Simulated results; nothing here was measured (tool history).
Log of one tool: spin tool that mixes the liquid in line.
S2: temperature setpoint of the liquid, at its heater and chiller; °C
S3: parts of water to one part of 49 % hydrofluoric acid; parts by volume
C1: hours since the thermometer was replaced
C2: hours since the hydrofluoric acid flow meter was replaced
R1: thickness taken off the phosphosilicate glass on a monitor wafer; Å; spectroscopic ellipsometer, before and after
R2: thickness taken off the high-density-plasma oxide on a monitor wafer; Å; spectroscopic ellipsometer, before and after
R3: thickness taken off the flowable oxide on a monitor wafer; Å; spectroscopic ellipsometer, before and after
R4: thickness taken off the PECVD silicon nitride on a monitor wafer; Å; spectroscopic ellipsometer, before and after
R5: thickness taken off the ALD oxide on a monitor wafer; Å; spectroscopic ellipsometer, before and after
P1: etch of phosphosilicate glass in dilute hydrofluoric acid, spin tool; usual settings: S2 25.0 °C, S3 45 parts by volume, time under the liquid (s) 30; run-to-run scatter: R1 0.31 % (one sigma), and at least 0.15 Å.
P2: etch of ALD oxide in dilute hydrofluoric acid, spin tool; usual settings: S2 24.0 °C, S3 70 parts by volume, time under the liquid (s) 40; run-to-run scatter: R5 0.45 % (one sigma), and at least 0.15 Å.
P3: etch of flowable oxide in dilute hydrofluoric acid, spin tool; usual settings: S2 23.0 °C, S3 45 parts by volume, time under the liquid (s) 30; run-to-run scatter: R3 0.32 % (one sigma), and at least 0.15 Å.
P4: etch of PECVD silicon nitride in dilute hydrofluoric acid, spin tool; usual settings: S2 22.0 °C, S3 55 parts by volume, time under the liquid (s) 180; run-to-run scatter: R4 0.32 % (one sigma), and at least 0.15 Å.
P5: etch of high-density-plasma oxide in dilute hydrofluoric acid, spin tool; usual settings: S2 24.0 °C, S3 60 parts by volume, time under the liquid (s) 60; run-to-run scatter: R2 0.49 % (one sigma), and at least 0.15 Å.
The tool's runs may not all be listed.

{"run": 1, "hour": 2.1, "process that ran": "P1", "S2": 25.0, "S3": 45, "time under the liquid (s)": 30, "C1": 898.3, "C2": 1110.4, "R1": 1352.1}
{"run": 2, "hour": 4.8, "process that ran": "P1", "S2": 25.0, "S3": 45, "time under the liquid (s)": 30, "C1": 901.0, "C2": 1113.1, "R1": 1348.7}
{"run": 3, "hour": 8.7, "process that ran": "P5", "S2": 28.5, "S3": 60, "time under the liquid (s)": 60, "C1": 904.9, "C2": 1117.0, "R2": 77.78}
{"run": 4, "hour": 11.0, "process that ran": "P3", "S2": 23.0, "S3": 70, "time under the liquid (s)": 30, "C1": 907.2, "C2": 1119.3, "R3": 147.67}
{"run": 5, "hour": 14.4, "process that ran": "P3", "S2": 17.5, "S3": 45, "time under the liquid (s)": 30, "C1": 910.6, "C2": 1122.7, "R3": 186.78}
{"run": 6, "hour": 18.7, "process that ran": "P1", "S2": 25.0, "S3": 45, "time under the liquid (s)": 15, "C1": 914.9, "C2": 1127.0, "R1": 671.51}
{"run": 7, "hour": 22.8, "process that ran": "P1", "S2": 25.0, "S3": 45, "time under the liquid (s)": 30, "C1": 919.0, "C2": 1131.1, "R1": 1353.9}
{"run": 8, "hour": 25.9, "process that ran": "P3", "S2": 23.0, "S3": 45, "time under the liquid (s)": 30, "C1": 922.1, "C2": 1134.2, "R3": 237.75}
{"run": 9, "hour": 30.0, "process that ran": "P1", "S2": 25.0, "S3": 25, "time under the liquid (s)": 55, "C1": 926.2, "C2": 1138.3, "R1": 4572.0}
{"hour": 31.4, "done": "hydrofluoric acid flow meter replaced"}
{"run": 10, "hour": 33.4, "process that ran": "P1", "S2": 25.0, "S3": 20, "time under the liquid (s)": 30, "C1": 929.6, "C2": 2.0, "R1": 3152.4}
{"run": 11, "hour": 36.8, "process that ran": "P4", "S2": 22.0, "S3": 80, "time under the liquid (s)": 180, "C1": 933.0, "C2": 5.4, "R4": 107.49}
{"run": 12, "hour": 40.0, "process that ran": "P1", "S2": 25.0, "S3": 45, "time under the liquid (s)": 30, "C1": 936.2, "C2": 8.6, "R1": 1344.3}
{"run": 13, "hour": 43.7, "process that ran": "P1", "S2": 25.0, "S3": 80, "time under the liquid (s)": 30, "C1": 939.9, "C2": 12.3, "R1": 722.75}
{"run": 14, "hour": 46.7, "process that ran": "P3", "S2": 23.0, "S3": 45, "time under the liquid (s)": 45, "C1": 942.9, "C2": 15.3, "R3": 356.04}
{"run": 15, "hour": 50.5, "process that ran": "P2", "S2": 24.0, "S3": 70, "time under the liquid (s)": 65, "C1": 946.7, "C2": 19.1, "R5": 137.01}
{"run": 16, "hour": 54.7, "process that ran": "P1", "S2": 18.0, "S3": 45, "time under the liquid (s)": 30, "C1": 950.9, "C2": 23.3, "R1": 1003.9}
{"run": 17, "hour": 57.8, "process that ran": "P2", "S2": 24.0, "S3": 70, "time under the liquid (s)": 40, "C1": 954.0, "C2": 26.4, "R5": 84.806}
{"run": 18, "hour": 60.7, "process that ran": "P5", "S2": 24.0, "S3": 105, "time under the liquid (s)": 60, "C1": 956.9, "C2": 29.3, "R2": 34.865}
{"run": 19, "hour": 64.5, "process that ran": "P4", "S2": 22.0, "S3": 55, "time under the liquid (s)": 180, "C1": 960.7, "C2": 33.1, "R4": 155.91}

The next listed run, before its measurement:
{"run": 20, "hour": 67.5, "process that ran": "P1", "S2": 25.0, "S3": 45, "time under the liquid (s)": 30, "C1": 963.7, "C2": 36.1, "R1": "?"}

Run 20 gave R1 1342.80 Å.
